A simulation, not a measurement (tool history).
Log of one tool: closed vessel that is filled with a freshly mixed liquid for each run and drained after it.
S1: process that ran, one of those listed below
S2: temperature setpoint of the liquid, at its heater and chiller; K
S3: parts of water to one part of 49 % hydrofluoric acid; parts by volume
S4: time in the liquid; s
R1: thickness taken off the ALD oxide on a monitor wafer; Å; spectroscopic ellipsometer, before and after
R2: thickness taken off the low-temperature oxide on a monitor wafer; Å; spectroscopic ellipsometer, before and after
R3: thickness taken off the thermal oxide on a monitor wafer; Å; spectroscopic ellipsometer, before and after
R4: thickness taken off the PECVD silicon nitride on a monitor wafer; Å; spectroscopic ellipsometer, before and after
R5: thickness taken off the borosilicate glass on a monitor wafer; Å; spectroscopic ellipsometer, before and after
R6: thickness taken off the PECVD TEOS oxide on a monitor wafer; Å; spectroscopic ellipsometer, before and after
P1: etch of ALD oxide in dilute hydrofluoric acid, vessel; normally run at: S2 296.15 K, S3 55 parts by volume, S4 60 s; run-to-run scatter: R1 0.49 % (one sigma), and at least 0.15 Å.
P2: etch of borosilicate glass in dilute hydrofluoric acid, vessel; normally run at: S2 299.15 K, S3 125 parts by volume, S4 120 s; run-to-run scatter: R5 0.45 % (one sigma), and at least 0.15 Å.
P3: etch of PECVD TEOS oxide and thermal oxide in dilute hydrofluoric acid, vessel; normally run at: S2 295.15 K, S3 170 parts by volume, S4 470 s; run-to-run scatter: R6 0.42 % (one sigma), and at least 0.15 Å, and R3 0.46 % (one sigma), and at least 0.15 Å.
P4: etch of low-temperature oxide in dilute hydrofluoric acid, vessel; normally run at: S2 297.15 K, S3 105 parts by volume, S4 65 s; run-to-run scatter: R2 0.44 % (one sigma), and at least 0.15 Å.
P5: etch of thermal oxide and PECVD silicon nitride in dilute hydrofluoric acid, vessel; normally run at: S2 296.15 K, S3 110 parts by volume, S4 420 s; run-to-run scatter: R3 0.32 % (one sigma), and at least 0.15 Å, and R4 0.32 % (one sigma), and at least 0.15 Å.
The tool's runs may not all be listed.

run 1 hour=10.5 | S1=P1 S2=296.15 S3=55 S4=60 | R1=241.62
run 2 hour=18.7 | S1=P1 S2=296.15 S3=55 S4=60 | R1=241.82
run 3 hour=32 | S1=P4 S2=291.15 S3=105 S4=65 | R2=172.71
run 4 hour=38.8 | S1=P4 S2=297.15 S3=105 S4=30 | R2=102.2
run 5 hour=46 | S1=P1 S2=296.15 S3=55 S4=95 | R1=381.45
run 6 hour=55.9 | S1=P1 S2=296.15 S3=80 S4=60 | R1=159.41
run 7 hour=65.6 | S1=P1 S2=304.15 S3=20 S4=60 | R1=966.76
run 8 hour=74.8 | S1=P5 S2=292.15 S3=110 S4=420 | R3=139.16 R4=66.927
run 9 hour=85.2 | S1=P4 S2=297.15 S3=145 S4=65 | R2=153.87
run 10 hour=98.4 | S1=P5 S2=296.15 S3=110 S4=420 | R3=163.97 R4=88.626
run 11 hour=107.7 | S1=P2 S2=299.15 S3=125 S4=235 | R5=1097.1
run 12 hour=115.4 | S1=P1 S2=296.15 S3=55 S4=30 | R1=120.68
run 13 hour=127.5 | S1=P2 S2=299.15 S3=65 S4=120 | R5=1170.8
run 14 hour=139.1 | S1=P4 S2=297.15 S3=105 S4=65 | R2=221.1
run 15 hour=150.3 | S1=P3 S2=295.15 S3=285 S4=470 | R3=59.608 R6=197.89
run 16 hour=162.6 | S1=P1 S2=291.15 S3=55 S4=60 | R1=193.5
run 17 hour=175.3 | S1=P2 S2=299.15 S3=125 S4=120 | R5=555.82
run 18 hour=187.6 | S1=P3 S2=290.15 S3=170 S4=470 | R3=92.755 R6=304.64
run 19 hour=194.4 | S1=P5 S2=296.15 S3=110 S4=810 | R3=313.62 R4=170.49
run 20 hour=203.8 | S1=P5 S2=296.15 S3=50 S4=420 | R3=388.13 R4=191.98
run 21 hour=211.9 | S1=P3 S2=295.15 S3=170 S4=50 | R3=11.722 R6=39.551
run 22 hour=222.7 | S1=P2 S2=299.15 S3=125 S4=120 | R5=559.37
run 23 hour=233.3 | S1=P4 S2=297.15 S3=105 S4=65 | R2=220.13
run 24 hour=245.7 | S1=P1 S2=296.15 S3=30 S4=60 | R1=456.3
run 25 hour=251.7 | S1=P2 S2=293.15 S3=125 S4=120 | R5=443.54
run 26 hour=260.8 | S1=P1 S2=296.15 S3=55 S4=60 | R1=240.32
run 27 hour=268 | S1=P3 S2=295.15 S3=170 S4=470 | R3=113.23 R6=368.44
run 28 hour=278.7 | S1=P1 S2=301.15 S3=55 S4=60 | R1=295.51
run 29 hour=291.3 | S1=P1 S2=296.15 S3=55 S4=60 | R1=237.58
run 30 hour=299.6 | S1=P1 S2=296.15 S3=55 S4=60 | R1=242.2
run 31 hour=308.9 | S1=P1 S2=296.15 S3=55 S4=60 | R1=230.91
run 32 hour=317 | S1=P1 S2=296.15 S3=55 S4=60 | R1=228.64
run 33 hour=327.1 | S1=P1 S2=296.15 S3=55 S4=60 | R1=226.14
run 34 hour=334.9 | S1=P1 S2=296.15 S3=55 S4=60 | R1=223.74
run 35 hour=345.6 | S1=P1 S2=296.15 S3=55 S4=60 | R1=222.82
run 36 hour=356.3 | S1=P1 S2=296.15 S3=55 S4=60 | R1=223.24
run 37 hour=365.4 | S1=P1 S2=296.15 S3=55 S4=60 | R1=221.89
run 38 hour=371.4 | S1=P1 S2=296.15 S3=55 S4=60 | R1=221.96
run 39 hour=382.5 | S1=P1 S2=296.15 S3=55 S4=60 | R1=222.07

What P1 gives has crept away from where it was. These 2 causes fit the log equally well, each at the size given:
A: liquid colder than its thermometer reads (K) = 1.95
B: hydrofluoric acid flow below the setpoint (%) = 7.26
The creep began at about hour 299.6.

4 check runs are offered, one wafer each, their results left as question marks. Which one tells the causes apart?
run check 1 hour=393.6 | S1=P3 S2=290.15 S3=170 S4=70 | R3=? R6=?
run check 2 hour=393.6 | S1=P5 S2=296.15 S3=110 S4=750 | R3=? R4=?
run check 3 hour=393.6 | S1=P2 S2=296.15 S3=125 S4=120 | R5=?
run check 4 hour=393.6 | S1=P4 S2=292.65 S3=105 S4=65 | R2=?

What each check would give under each cause:
check=check_1 result=R3 if_A=12.657 if_B=12.556
check=check_1 result=R6 if_A=41.974 if_B=41.638
check=check_2 result=R3 if_A=270 if_B=268.02
check=check_2 result=R4 if_A=138.37 if_B=146.32
check=check_3 result=R5 if_A=460.65 if_B=456.38
check=check_4 result=R2 if_A=170.71 if_B=170.13
How far apart the two closest causes lie, in the result that separates them most: check 1 0.8 %; check 2 5.58 %; check 3 0.93 %; check 4 0.34 %
Check 2 tells the causes apart: in the others they would give nearly the same result.

Then check 2 was run and gave: R3 269.16 Å; R4 146.03 Å. Which cause is it?

It is B: hydrofluoric acid flow below the setpoint (%).

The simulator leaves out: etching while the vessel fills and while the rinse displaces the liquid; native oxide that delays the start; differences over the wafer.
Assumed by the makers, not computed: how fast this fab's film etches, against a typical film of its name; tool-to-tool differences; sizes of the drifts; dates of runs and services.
